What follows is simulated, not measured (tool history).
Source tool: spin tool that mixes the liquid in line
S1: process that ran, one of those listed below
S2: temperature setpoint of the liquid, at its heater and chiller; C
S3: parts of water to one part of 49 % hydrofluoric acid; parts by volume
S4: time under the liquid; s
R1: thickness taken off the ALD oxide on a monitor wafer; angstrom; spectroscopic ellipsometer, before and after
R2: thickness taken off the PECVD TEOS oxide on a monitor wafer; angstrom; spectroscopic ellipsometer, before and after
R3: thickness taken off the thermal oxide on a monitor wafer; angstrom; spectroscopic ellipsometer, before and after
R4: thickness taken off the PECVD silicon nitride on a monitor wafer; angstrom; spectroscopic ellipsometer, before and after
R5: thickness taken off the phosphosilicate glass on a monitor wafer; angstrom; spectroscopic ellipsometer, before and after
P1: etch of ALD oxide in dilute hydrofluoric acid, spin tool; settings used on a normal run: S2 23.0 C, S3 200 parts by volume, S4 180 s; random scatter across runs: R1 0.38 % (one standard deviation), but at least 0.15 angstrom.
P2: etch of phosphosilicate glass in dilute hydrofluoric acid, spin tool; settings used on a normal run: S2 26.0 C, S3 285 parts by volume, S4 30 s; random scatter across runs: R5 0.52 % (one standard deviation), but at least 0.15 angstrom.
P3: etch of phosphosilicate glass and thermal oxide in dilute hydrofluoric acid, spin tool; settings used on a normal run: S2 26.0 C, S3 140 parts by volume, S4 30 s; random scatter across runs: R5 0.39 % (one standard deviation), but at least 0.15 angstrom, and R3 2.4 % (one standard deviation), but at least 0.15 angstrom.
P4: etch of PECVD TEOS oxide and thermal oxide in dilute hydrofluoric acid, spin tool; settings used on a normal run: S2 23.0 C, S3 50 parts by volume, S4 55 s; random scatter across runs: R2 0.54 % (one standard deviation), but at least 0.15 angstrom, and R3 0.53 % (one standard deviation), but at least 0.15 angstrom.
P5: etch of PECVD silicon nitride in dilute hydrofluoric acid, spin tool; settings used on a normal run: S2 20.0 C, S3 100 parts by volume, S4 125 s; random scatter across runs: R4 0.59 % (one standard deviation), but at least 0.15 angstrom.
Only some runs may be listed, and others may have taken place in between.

| run | hour | S1 | S2 | S3 | S4 | R1 | R2 | R3 | R4 | R5 |
|---|---|---|---|---|---|---|---|---|---|---|
| 1 | 11.7 | P1 | 23.0 | 200 | 180 | 123.100 |  |  |  |  |
| 2 | 17.6 | P1 | 17.0 | 200 | 65 | 35.130 |  |  |  |  |
| 3 | 25.2 | P1 | 23.0 | 315 | 180 | 70.379 |  |  |  |  |
| 4 | 35.4 | P4 | 23.0 | 50 | 55 |  | 136.420 | 50.3520 |  |  |
| 5 | 42.5 | P5 | 20.0 | 100 | 15 |  |  |  | 5.640 |  |
| 6 | 50.8 | P5 | 20.0 | 170 | 125 |  |  |  | 28.778 |  |
| 7 | 57.3 | P1 | 23.0 | 200 | 15 | 10.211 |  |  |  |  |
| 8 | 62.4 | P3 | 26.0 | 140 | 30 |  |  | 10.1860 |  | 281.860 |
| 9 | 68.5 | P3 | 26.0 | 140 | 15 |  |  | 4.9616 |  | 142.590 |
| 10 | 78.7 | P1 | 27.5 | 200 | 180 | 144.350 |  |  |  |  |
| 11 | 87.1 | P1 | 23.0 | 200 | 180 | 124.280 |  |  |  |  |
| 12 | 97.3 | P2 | 30.5 | 285 | 30 |  |  |  |  | 116.030 |
| 13 | 104.6 | P1 | 19.5 | 200 | 55 | 32.738 |  |  |  |  |
| 14 | 115.5 | P4 | 18.0 | 50 | 55 |  | 109.510 | 41.0040 |  |  |
| 15 | 124.2 | P2 | 26.0 | 285 | 30 |  |  |  |  | 101.740 |
| 16 | 134.1 | P2 | 26.0 | 285 | 15 |  |  |  |  | 50.076 |
| 17 | 144.1 | P1 | 23.0 | 200 | 180 | 123.380 |  |  |  |  |
| 18 | 155.4 | P1 | 19.0 | 200 | 180 | 105.570 |  |  |  |  |
| 19 | 161.5 | P4 | 23.0 | 50 | 55 |  | 135.920 | 50.5640 |  |  |
| 20 | 166.8 | P5 | 20.0 | 100 | 125 |  |  |  | 47.512 |  |
| 21 | 175.9 | P4 | 23.0 | 25 | 55 |  | 280.250 | 103.8700 |  |  |
| 22 | 186.1 | P3 | 21.5 | 140 | 30 |  |  | 8.6514 |  | 238.220 |
| 23 | 192.1 | P4 | 23.0 | 50 | 15 |  | 36.962 | 14.1940 |  |  |
| 24 | 202.5 | P1 | 23.0 | 200 | 180 | 123.370 |  |  |  |  |
| 25 | 212.4 | P5 | 24.0 | 100 | 125 |  |  |  | 61.696 |  |
| 26 | 219.1 | P1 | 23.0 | 200 | 290 | 199.000 |  |  |  |  |
| 27 | 225.5 | P2 | 26.0 | 285 | 30 |  |  |  |  | 101.350 |
| 28 | 235.2 | P2 | 26.0 | 515 | 30 |  |  |  |  | 44.416 |
| 29 | 243.2 | P3 | 26.0 | 225 | 30 |  |  | 5.9937 |  | 160.830 |
| 30 | 251.9 | P1 | 23.0 | 120 | 180 | 223.920 |  |  |  |  |
| 31 | 263.5 | P1 | 23.0 | 200 | 180 | 123.480 |  |  |  |  |
| 32 | 270.9 | P1 | 23.0 | 310 | 110 | 43.452 |  |  |  |  |
| 33 | 277.1 | P1 | 23.0 | 200 | 180 | 123.350 |  |  |  |  |
| 34 | 285.3 | P1 | 23.0 | 200 | 180 | 125.950 |  |  |  |  |
| 35 | 296.0 | P1 | 23.0 | 200 | 180 | 126.530 |  |  |  |  |
| 36 | 305.9 | P1 | 23.0 | 200 | 180 | 127.230 |  |  |  |  |
| 37 | 312.3 | P1 | 23.0 | 200 | 180 | 129.130 |  |  |  |  |
| 38 | 322.2 | P1 | 23.0 | 200 | 180 | 128.460 |  |  |  |  |
| 39 | 332.4 | P1 | 23.0 | 200 | 180 | 130.260 |  |  |  |  |
| 40 | 342.3 | P1 | 23.0 | 200 | 180 | 130.000 |  |  |  |  |
| 41 | 353.1 | P1 | 23.0 | 200 | 180 | 130.740 |  |  |  |  |
| 42 | 363.4 | P1 | 23.0 | 200 | 180 | 129.750 |  |  |  |  |
| 43 | 369.9 | P1 | 23.0 | 200 | 180 | 130.460 |  |  |  |  |
| 44 | 381.5 | P1 | 23.0 | 200 | 180 | 131.440 |  |  |  |  |

The log shows P1 creeping away from where it was. Any of the 2 causes listed here, at the size stated for it, fits the log just as well as the others:
A: hydrofluoric acid flow above the setpoint (%) = 4.65
B: liquid hotter than its thermometer reads (K) = 1.48
Onset of the creep was near hour 277.1.

The check runs listed below each take one wafer, and their results are still question marks. Under which run would the listed causes lead to clearly different results?
| check 1 | 393.1 | P2 | 26.0 | 285 | 30 |  |  |  |  | ? |
| check 2 | 393.1 | P4 | 23.0 | 50 | 55 |  | ? | ? |  |  |
| check 3 | 393.1 | P3 | 26.0 | 140 | 30 |  |  | ? |  | ? |
| check 4 | 393.1 | P5 | 20.0 | 100 | 125 |  |  |  | ? |  |

Expected result of each check under each candidate cause:
| check | result | if A | if B |
|---|---|---|---|
| check 1 | R5 | 106.650 | 105.760 |
| check 2 | R2 | 142.080 | 143.910 |
| check 2 | R3 | 53.1940 | 53.8760 |
| check 3 | R3 | 11.0660 | 11.0930 |
| check 3 | R5 | 299.420 | 300.150 |
| check 4 | R4 | 49.594 | 52.441 |
Per-check spread between the two closest causes, in the result where they differ most: check 1 0.84 %; check 2 1.27 %; check 3 0.24 %; check 4 5.58 %
Of the check runs offered, only check 4 discriminates between the causes; the rest would read about the same regardless of which cause applies.

Check 4 was then run and gave: R4 52.365 angstrom. Which cause is it?

B is the cause: liquid hotter than its thermometer reads (K).
